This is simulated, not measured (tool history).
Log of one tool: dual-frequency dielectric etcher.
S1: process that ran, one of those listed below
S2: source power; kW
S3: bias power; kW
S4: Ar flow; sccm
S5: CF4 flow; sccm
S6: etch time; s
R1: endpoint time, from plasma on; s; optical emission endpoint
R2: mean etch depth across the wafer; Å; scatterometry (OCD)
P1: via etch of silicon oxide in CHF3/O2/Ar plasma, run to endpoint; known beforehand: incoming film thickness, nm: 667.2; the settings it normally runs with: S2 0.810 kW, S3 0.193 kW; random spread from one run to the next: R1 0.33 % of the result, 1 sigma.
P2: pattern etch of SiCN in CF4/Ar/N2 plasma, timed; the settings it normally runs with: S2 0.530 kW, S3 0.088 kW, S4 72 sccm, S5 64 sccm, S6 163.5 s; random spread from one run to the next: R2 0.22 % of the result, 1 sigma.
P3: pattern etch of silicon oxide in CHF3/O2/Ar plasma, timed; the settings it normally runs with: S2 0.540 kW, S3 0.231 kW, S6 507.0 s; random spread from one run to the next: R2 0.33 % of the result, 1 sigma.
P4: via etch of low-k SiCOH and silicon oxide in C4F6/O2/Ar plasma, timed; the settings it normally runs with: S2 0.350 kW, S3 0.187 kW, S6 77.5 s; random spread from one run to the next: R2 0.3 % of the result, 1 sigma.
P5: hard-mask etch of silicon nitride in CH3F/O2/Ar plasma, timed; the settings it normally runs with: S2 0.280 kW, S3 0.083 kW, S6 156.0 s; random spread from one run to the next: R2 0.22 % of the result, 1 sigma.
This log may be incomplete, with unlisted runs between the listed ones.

| run | hour | S1 | S2 | S3 | S4 | S5 | S6 | R1 | R2 |
|---|---|---|---|---|---|---|---|---|---|
| 1 | 4.5 | P1 | 0.810 | 0.193 |  |  |  | 290.09 |  |
| 2 | 9.1 | P1 | 0.810 | 0.154 |  |  |  | 316.74 |  |
| 3 | 14.8 | P2 | 0.530 | 0.088 | 72 | 64 | 163.5 |  | 1770.20 |
| 4 | 19.7 | P4 | 0.430 | 0.187 |  |  | 77.5 |  | 2292.40 |
| 5 | 25.6 | P4 | 0.350 | 0.187 |  |  | 77.5 |  | 2109.20 |
| 6 | 30.2 | P1 | 0.520 | 0.156 |  |  |  | 372.89 |  |
| 7 | 32.8 | P5 | 0.280 | 0.060 |  |  | 156.0 |  | 892.81 |
| 8 | 37.2 | P4 | 0.350 | 0.241 |  |  | 77.5 |  | 2303.20 |
| 9 | 41.7 | P2 | 0.400 | 0.088 | 72 | 64 | 163.5 |  | 1381.30 |
| 10 | 45.4 | P5 | 0.280 | 0.083 |  |  | 156.0 |  | 998.35 |
| 11 | 50.9 | P3 | 0.710 | 0.231 |  |  | 507.0 |  | 11350.00 |
| 12 | 56.0 | P5 | 0.280 | 0.083 |  |  | 156.0 |  | 998.91 |
| 13 | 58.9 | P2 | 0.530 | 0.088 | 72 | 64 | 163.5 |  | 1783.70 |
| 14 | 63.3 | P5 | 0.210 | 0.083 |  |  | 156.0 |  | 898.00 |
| 15 | 68.8 | P2 | 0.530 | 0.088 | 100 | 64 | 163.5 |  | 1700.20 |
| 16 | 71.4 | P1 | 1.020 | 0.123 |  |  |  | 308.07 |  |
| 17 | 75.2 | P1 | 0.810 | 0.193 |  |  |  | 291.10 |  |
| 18 | 79.2 | P3 | 0.540 | 0.231 |  |  | 507.0 |  | 10240.00 |
| 19 | 82.1 | P1 | 0.530 | 0.193 |  |  |  | 342.67 |  |
| 20 | 86.7 | P2 | 0.530 | 0.088 | 72 | 64 | 120.5 |  | 1310.50 |
| 21 | 91.8 | P1 | 0.810 | 0.271 |  |  |  | 259.51 |  |
| 22 | 97.4 | P2 | 0.530 | 0.105 | 72 | 64 | 163.5 |  | 1891.00 |
| 23 | 103.0 | P1 | 0.810 | 0.193 |  |  |  | 291.40 |  |
| 24 | 105.6 | P1 | 1.130 | 0.193 |  |  |  | 256.88 |  |
| 25 | 109.3 | P3 | 0.540 | 0.180 |  |  | 507.0 |  | 9436.20 |
| 26 | 111.9 | P1 | 0.810 | 0.193 |  |  |  | 293.04 |  |
| 27 | 116.6 | P3 | 0.540 | 0.231 |  |  | 507.0 |  | 10329.00 |
| 28 | 121.4 | P4 | 0.350 | 0.187 |  |  | 49.5 |  | 1347.40 |
|  | 124.6 | wet clean of the chamber |
| 29 | 127.0 | P3 | 0.540 | 0.231 |  |  | 630.5 |  | 12740.00 |
| 30 | 132.5 | P4 | 0.350 | 0.187 |  |  | 77.5 |  | 2127.80 |
| 31 | 137.6 | P5 | 0.280 | 0.083 |  |  | 94.0 |  | 603.60 |
| 32 | 142.0 | P1 | 0.810 | 0.193 |  |  |  | 290.72 |  |

Run 33 comes next. What will it give?
| 33 | 146.9 | P2 | 0.530 | 0.088 | 72 | 45 | 163.5 |  | ? |

R2: 1693.80 Å
